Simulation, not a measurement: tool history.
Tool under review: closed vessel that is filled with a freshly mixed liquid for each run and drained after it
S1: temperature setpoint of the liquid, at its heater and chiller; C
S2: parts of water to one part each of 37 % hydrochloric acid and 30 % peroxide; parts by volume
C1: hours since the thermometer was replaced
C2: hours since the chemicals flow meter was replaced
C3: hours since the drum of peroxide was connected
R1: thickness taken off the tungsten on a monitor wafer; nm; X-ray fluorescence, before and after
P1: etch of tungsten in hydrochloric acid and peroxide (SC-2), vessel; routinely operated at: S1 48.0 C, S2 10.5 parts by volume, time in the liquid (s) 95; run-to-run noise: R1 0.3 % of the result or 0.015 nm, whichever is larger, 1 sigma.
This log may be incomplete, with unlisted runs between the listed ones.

{"run": 1, "hour": 9.7, "S1": 48.0, "S2": 10.5, "time in the liquid (s)": 95, "C1": 657.4, "C2": 469.0, "C3": 737.8, "R1": 13.009}
{"run": 2, "hour": 21.2, "S1": 48.0, "S2": 10.5, "time in the liquid (s)": 95, "C1": 668.9, "C2": 480.5, "C3": 749.3, "R1": 13.088}
{"run": 3, "hour": 29.3, "S1": 48.0, "S2": 10.5, "time in the liquid (s)": 95, "C1": 677.0, "C2": 488.6, "C3": 757.4, "R1": 13.035}
{"run": 4, "hour": 37.3, "S1": 48.0, "S2": 10.5, "time in the liquid (s)": 95, "C1": 685.0, "C2": 496.6, "C3": 765.4, "R1": 13.087}
{"run": 5, "hour": 46.2, "S1": 63.5, "S2": 10.5, "time in the liquid (s)": 95, "C1": 693.9, "C2": 505.5, "C3": 774.3, "R1": 35.492}
{"run": 6, "hour": 54.5, "S1": 35.0, "S2": 10.5, "time in the liquid (s)": 95, "C1": 702.2, "C2": 513.8, "C3": 782.6, "R1": 5.223}
{"run": 7, "hour": 66.4, "S1": 48.0, "S2": 10.5, "time in the liquid (s)": 135, "C1": 714.1, "C2": 525.7, "C3": 794.5, "R1": 18.607}
{"run": 8, "hour": 74.3, "S1": 48.0, "S2": 18.5, "time in the liquid (s)": 95, "C1": 722.0, "C2": 533.6, "C3": 802.4, "R1": 7.964}
{"run": 9, "hour": 82.0, "S1": 48.0, "S2": 4.0, "time in the liquid (s)": 95, "C1": 729.7, "C2": 541.3, "C3": 810.1, "R1": 27.157}
{"hour": 86.9, "done": "thermometer replaced"}
{"run": 10, "hour": 90.8, "S1": 57.0, "S2": 10.5, "time in the liquid (s)": 140, "C1": 3.9, "C2": 550.1, "C3": 818.9, "R1": 34.71}
{"run": 11, "hour": 102.1, "S1": 48.0, "S2": 10.5, "time in the liquid (s)": 45, "C1": 15.2, "C2": 561.4, "C3": 830.2, "R1": 6.1835}
{"run": 12, "hour": 112.3, "S1": 48.0, "S2": 10.5, "time in the liquid (s)": 95, "C1": 25.4, "C2": 571.6, "C3": 840.4, "R1": 13.041}
{"run": 13, "hour": 122.0, "S1": 48.0, "S2": 10.5, "time in the liquid (s)": 95, "C1": 35.1, "C2": 581.3, "C3": 850.1, "R1": 13.551}
{"run": 14, "hour": 129.4, "S1": 48.0, "S2": 10.5, "time in the liquid (s)": 95, "C1": 42.5, "C2": 588.7, "C3": 857.5, "R1": 13.796}
{"run": 15, "hour": 140.1, "S1": 48.0, "S2": 10.5, "time in the liquid (s)": 95, "C1": 53.2, "C2": 599.4, "C3": 868.2, "R1": 13.901}
{"run": 16, "hour": 147.2, "S1": 48.0, "S2": 10.5, "time in the liquid (s)": 95, "C1": 60.3, "C2": 606.5, "C3": 875.3, "R1": 13.954}
{"run": 17, "hour": 153.9, "S1": 48.0, "S2": 10.5, "time in the liquid (s)": 95, "C1": 67.0, "C2": 613.2, "C3": 882.0, "R1": 14.051}
{"run": 18, "hour": 161.7, "S1": 48.0, "S2": 10.5, "time in the liquid (s)": 95, "C1": 74.8, "C2": 621.0, "C3": 889.8, "R1": 14.058}
{"run": 19, "hour": 171.7, "S1": 48.0, "S2": 10.5, "time in the liquid (s)": 95, "C1": 84.8, "C2": 631.0, "C3": 899.8, "R1": 13.994}

P1 no longer gives what it gave before; its output has crept away from where it was. The following 2 causes, each at its listed size, fit the log equally well:
A: chemicals flow above the setpoint (%) = 9.39
B: liquid hotter than its thermometer reads (K) = 1.12
Onset of the creep was near hour 112.3.
What rules out each remaining cause:
peroxide weaker than its label (%): capped at 8; at that size R1 would change by -7.4 %, too little to explain the creep or opposite to it

Of the 4 check runs below, each run on 2 wafers with the results averaged and each result still a question mark, which one would tell the listed causes apart?
{"run": "check 1", "hour": 181.7, "S1": 35.0, "S2": 4.0, "time in the liquid (s)": 95, "R1": "?"}
{"run": "check 2", "hour": 181.7, "S1": 35.0, "S2": 18.0, "time in the liquid (s)": 95, "R1": "?"}
{"run": "check 3", "hour": 181.7, "S1": 48.0, "S2": 16.5, "time in the liquid (s)": 95, "R1": "?"}
{"run": "check 4", "hour": 181.7, "S1": 35.0, "S2": 15.5, "time in the liquid (s)": 95, "R1": "?"}

Check results expected under each cause:
check=check_1 result=R1 if_A=11.5460 if_B=11.8140
check=check_2 result=R1 if_A=3.5392 if_B=3.5443
check=check_3 result=R1 if_A=9.5424 if_B=9.5016
check=check_4 result=R1 if_A=4.0396 if_B=4.0506
Per-check spread between the two closest causes, in the result where they differ most: check 1 2.3 %; check 2 0.14 %; check 3 0.43 %; check 4 0.27 %
The other checks would show nearly matching results whichever cause is true, so check 1 is the only one that separates the causes.

Running check 1 produced the following: R1 11.5100 nm. Which one of the listed causes fits?

A is the cause: chemicals flow above the setpoint (%).

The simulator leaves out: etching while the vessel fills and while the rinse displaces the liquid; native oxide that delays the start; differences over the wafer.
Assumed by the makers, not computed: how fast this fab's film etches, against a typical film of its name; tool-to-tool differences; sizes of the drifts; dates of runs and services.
